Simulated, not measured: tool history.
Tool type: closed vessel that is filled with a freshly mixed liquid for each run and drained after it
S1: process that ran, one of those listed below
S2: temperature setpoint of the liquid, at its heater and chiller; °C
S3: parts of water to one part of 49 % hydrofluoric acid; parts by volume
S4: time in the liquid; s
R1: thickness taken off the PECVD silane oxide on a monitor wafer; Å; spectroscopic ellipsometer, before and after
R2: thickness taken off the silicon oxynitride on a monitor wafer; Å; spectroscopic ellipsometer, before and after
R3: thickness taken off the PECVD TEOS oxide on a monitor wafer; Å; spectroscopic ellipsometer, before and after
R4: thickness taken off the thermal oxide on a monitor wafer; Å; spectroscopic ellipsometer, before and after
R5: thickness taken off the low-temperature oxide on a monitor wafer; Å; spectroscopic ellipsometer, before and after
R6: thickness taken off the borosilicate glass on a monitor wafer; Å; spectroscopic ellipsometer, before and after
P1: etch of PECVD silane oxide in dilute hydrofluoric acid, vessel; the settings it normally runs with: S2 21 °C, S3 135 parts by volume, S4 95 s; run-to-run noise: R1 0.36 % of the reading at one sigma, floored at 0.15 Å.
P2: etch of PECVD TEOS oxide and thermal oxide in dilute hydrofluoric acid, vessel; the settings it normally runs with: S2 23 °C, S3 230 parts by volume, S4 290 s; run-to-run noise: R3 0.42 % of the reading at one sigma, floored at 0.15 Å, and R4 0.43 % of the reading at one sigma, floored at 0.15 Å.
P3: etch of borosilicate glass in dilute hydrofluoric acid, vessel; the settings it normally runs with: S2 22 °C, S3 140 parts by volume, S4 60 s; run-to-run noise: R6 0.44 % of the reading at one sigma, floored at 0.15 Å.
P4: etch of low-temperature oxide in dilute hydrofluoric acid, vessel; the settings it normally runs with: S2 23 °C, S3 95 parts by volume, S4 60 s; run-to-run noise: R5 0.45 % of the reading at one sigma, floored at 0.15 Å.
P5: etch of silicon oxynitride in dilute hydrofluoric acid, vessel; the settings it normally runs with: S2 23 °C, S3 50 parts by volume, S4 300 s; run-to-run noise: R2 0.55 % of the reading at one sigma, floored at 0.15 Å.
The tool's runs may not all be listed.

run    day  S1    S2   S3   S4      R1      R2      R3      R4      R5      R6
  1  0.175  P1    21  135   95  162.42
  2  0.362  P1    21  135   95   163.1
  3  0.588  P5    23   50  140          127.16
  4  0.712  P1    17  135   95  137.46
  5  0.862  P1  26.5  135   95  200.28
  6  1.067  P5    23   50  300          275.74
  7  1.233  P2    23  230   50                  47.688  8.6586
  8  1.388  P1    21  135   95  162.67
  9  1.521  P1    17  135  170   246.6
 10  1.762  P1    21   65   95   367.7
 11  1.888  P1    21  135   95  162.88
 12  2.112  P1    21  135  135  231.78
 13  2.292  P4    23   95   60                                  215.76
 14  2.512  P5    23   50  300          275.36
 15  2.629  P3    22  140  115                                          285.12
 16  2.758  P1    21  250   95  78.098
     2.762  -- thermometer replaced
 17  2.888  P4    23   25   60                                  900.99
 18      3  P4    23   95   30                                  108.64
 19  3.108  P1    21  135   95  163.12
 20  3.288  P2    23  230  290                  276.21  49.818
 21  3.483  P5  17.5   50  300          211.05
 22  3.692  P3    22  205   60                                          95.495
 23  3.862  P5    23   80  300          168.25
 24  3.988  P1    21  135   55  94.574
 25    4.2  P3    22  140   60                                          150.52
 26  4.412  P4    30   95   60                                  287.02
 27  4.621  P1    21  135   95  162.62
 28  4.858  P2    23   85  290                  870.38  158.12
 29  4.983  P1    21  210   45  45.638
 30  5.129  P1    21  135   95  163.27
 31  5.312  P3    17  140   60                                          123.12
 32  5.546  P2    28  230  290                  330.73  59.105
 33  5.742  P1    21  135   95  164.29
 34  5.979  P1    21  135   95  157.58
 35  6.133  P1    21  135   95  155.04
 36  6.271  P1    21  135   95  153.63
 37  6.438  P1    21  135   95  151.61
 38  6.688  P1    21  135   95  149.42
 39  6.871  P1    21  135   95  149.91
 40  7.025  P1    21  135   95  147.67
 41  7.258  P1    21  135   95     148
 42  7.404  P1    21  135   95  149.57
 43  7.638  P1    21  135   95  147.76
 44  7.867  P1    21  135   95  148.08

What P1 gives has crept off from where it sat before. The 2 causes that follow fit the log equally well, each at the size noted:
A: hydrofluoric acid flow below the setpoint (%) = 8.12
B: liquid colder than its thermometer reads (K) = 2.43
The process output started creeping at around day 5.742.

The list below offers 4 check runs, each averaging the results of 2 wafers, and shows each result as a question mark. For which of them would the listed causes give clearly different results?
check 1  8.096  P5  19.5   50  300       ?
check 2  8.096  P3    19  140  115                       ?
check 3  8.096  P4  28.5   95   60                   ?
check 4  8.096  P2    23  150  290           ?   ?

What each check would give under each cause:
  check  result    if A    if B
check 1      R2  211.59  204.07
check 2      R6  231.36  230.87
check 3      R5  245.14  245.73
check 4      R3  418.39  420.23
check 4      R4  75.368    75.7
Distance between the nearest two causes, measured in the result of the check that separates them most: check 1 3.62 %; check 2 0.21 %; check 3 0.24 %; check 4 0.44 %
The other checks would show nearly matching results whichever cause is true, so check 1 is the only one that separates the causes.

Then check 1 was run and gave: R2 211.77 Å. Which cause is it?

It was cause A: hydrofluoric acid flow below the setpoint (%).

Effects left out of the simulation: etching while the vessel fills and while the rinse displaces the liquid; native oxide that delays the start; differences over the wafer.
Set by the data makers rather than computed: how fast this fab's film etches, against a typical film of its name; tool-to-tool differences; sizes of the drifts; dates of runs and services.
